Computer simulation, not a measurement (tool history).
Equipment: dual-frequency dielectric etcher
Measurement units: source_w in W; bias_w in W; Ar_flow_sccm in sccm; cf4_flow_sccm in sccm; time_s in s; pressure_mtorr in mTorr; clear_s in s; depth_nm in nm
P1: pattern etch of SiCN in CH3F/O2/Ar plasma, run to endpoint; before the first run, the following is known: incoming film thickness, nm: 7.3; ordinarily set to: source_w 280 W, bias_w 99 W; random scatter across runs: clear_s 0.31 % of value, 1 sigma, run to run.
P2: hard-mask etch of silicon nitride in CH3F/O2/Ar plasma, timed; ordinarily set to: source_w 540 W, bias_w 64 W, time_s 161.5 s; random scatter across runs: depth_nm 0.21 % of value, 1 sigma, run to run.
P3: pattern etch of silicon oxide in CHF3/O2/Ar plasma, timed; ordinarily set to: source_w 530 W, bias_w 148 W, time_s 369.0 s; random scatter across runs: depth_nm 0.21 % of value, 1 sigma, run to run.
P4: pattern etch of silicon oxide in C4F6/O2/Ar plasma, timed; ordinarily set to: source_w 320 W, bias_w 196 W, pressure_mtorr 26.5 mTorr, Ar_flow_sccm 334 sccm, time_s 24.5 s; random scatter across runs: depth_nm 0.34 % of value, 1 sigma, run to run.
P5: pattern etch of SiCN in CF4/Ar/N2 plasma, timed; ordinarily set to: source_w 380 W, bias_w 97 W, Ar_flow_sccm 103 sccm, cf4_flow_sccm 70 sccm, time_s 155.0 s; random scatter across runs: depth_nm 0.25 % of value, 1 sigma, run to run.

run,hour,process,source_w,bias_w,Ar_flow_sccm,cf4_flow_sccm,time_s,pressure_mtorr,clear_s,depth_nm
1,6.5,P1,280,99,,,,,19.494,
2,12.6,P5,380,97,103,45,155.0,,,116.540
3,17.8,P4,320,277,334,,24.5,26.5,,78.448
4,23.9,P1,220,61,,,,,25.533,
5,31.6,P4,320,196,334,,24.5,36.0,,67.071
6,37.7,P2,330,64,,,161.5,,,100.350
7,42.8,P2,540,64,,,161.5,,,121.610
8,49.2,P4,320,196,427,,24.5,26.5,,67.587
9,56.8,P1,280,99,,,,,19.577,
10,63.5,P1,190,99,,,,,22.396,
11,71.8,P4,250,196,334,,24.5,26.5,,63.509
12,77.2,P1,400,99,,,,,17.206,
13,82.9,P5,380,97,103,70,155.0,,,124.590
14,89.9,P5,380,125,103,70,155.0,,,136.210
15,99.1,P3,730,148,,,369.0,,,729.550
16,106.7,P2,540,64,,,109.5,,,82.234
17,113.2,P1,280,64,,,,,23.043,
18,119.0,P1,280,99,,,,,19.425,
19,126.4,P2,540,88,,,161.5,,,135.590
20,130.6,P1,280,123,,,,,18.021,
21,137.6,P4,320,196,334,,24.5,26.5,,69.419
22,146.4,P1,340,120,,,,,16.936,
23,155.7,P5,380,97,66,70,155.0,,,130.770
24,161.5,P5,380,97,103,70,155.0,,,123.720
25,168.1,P3,530,112,,,369.0,,,590.040
26,176.3,P3,530,148,,,542.5,,,947.620
27,181.3,P1,280,99,,,,,19.646,
28,188.3,P5,300,97,103,70,155.0,,,100.650
29,192.7,P1,280,99,,,,,19.539,
30,198.2,P4,320,196,334,,35.0,26.5,,100.030
31,203.5,P2,540,64,,,161.5,,,121.470
32,209.6,P3,530,148,,,369.0,,,646.420
33,218.2,P5,380,97,103,70,191.5,,,153.170
34,227.7,P1,280,99,,,,,19.557,
35,236.8,P1,280,99,,,,,19.486,
36,246.4,P1,280,99,,,,,19.361,
37,252.4,P1,280,99,,,,,19.303,
38,258.4,P1,280,99,,,,,19.224,
39,266.5,P1,280,99,,,,,19.281,
# hour 270.6: wet clean of the chamber
40,270.7,P1,280,99,,,,,19.422,
41,274.8,P1,280,99,,,,,19.332,
42,282.8,P1,280,99,,,,,19.279,
43,291.1,P1,280,99,,,,,19.208,

Something has made what P1 gives creep away from where it was; the 2 causes below, each at its own stated size, fit the log equally well:
A: bias power that arrives over what is set, % = 4.23
B: source power that arrives over what is set, % = 4.45
The creep began at about hour 227.7.
Each remaining cause and why it is not a fit:
chamber walls in a state that raises the etch rate, %: work on it at hour 270.6, done after the drift set in, did not restore what the process gave before

Consider the 4 single-wafer check runs listed below, results given as question marks: which one distinguishes between the causes by giving clearly different results for each?
check 1,299.4,P4,320,196,334,,24.5,26.5,,?
check 2,299.4,P2,540,64,,,161.5,,,?
check 3,299.4,P5,380,97,103,70,155.0,,,?
check 4,299.4,P3,530,148,,,369.0,,,?

What every check run would give for each of its results, assuming each possible cause in turn:
check,result,if A,if B
check 1,depth_nm,70.599,70.825
check 2,depth_nm,123.140,123.540
check 3,depth_nm,125.850,128.700
check 4,depth_nm,653.600,655.740
Distance between the nearest two causes, measured in the result of the check that separates them most: check 1 0.32 %; check 2 0.32 %; check 3 2.24 %; check 4 0.33 %
Only check 3 tells the causes apart: in the others they would give nearly the same result.

After running check 3, the following was obtained: depth_nm 126.020 nm. Which cause does this point to?

It is A: bias power that arrives over what is set, %.
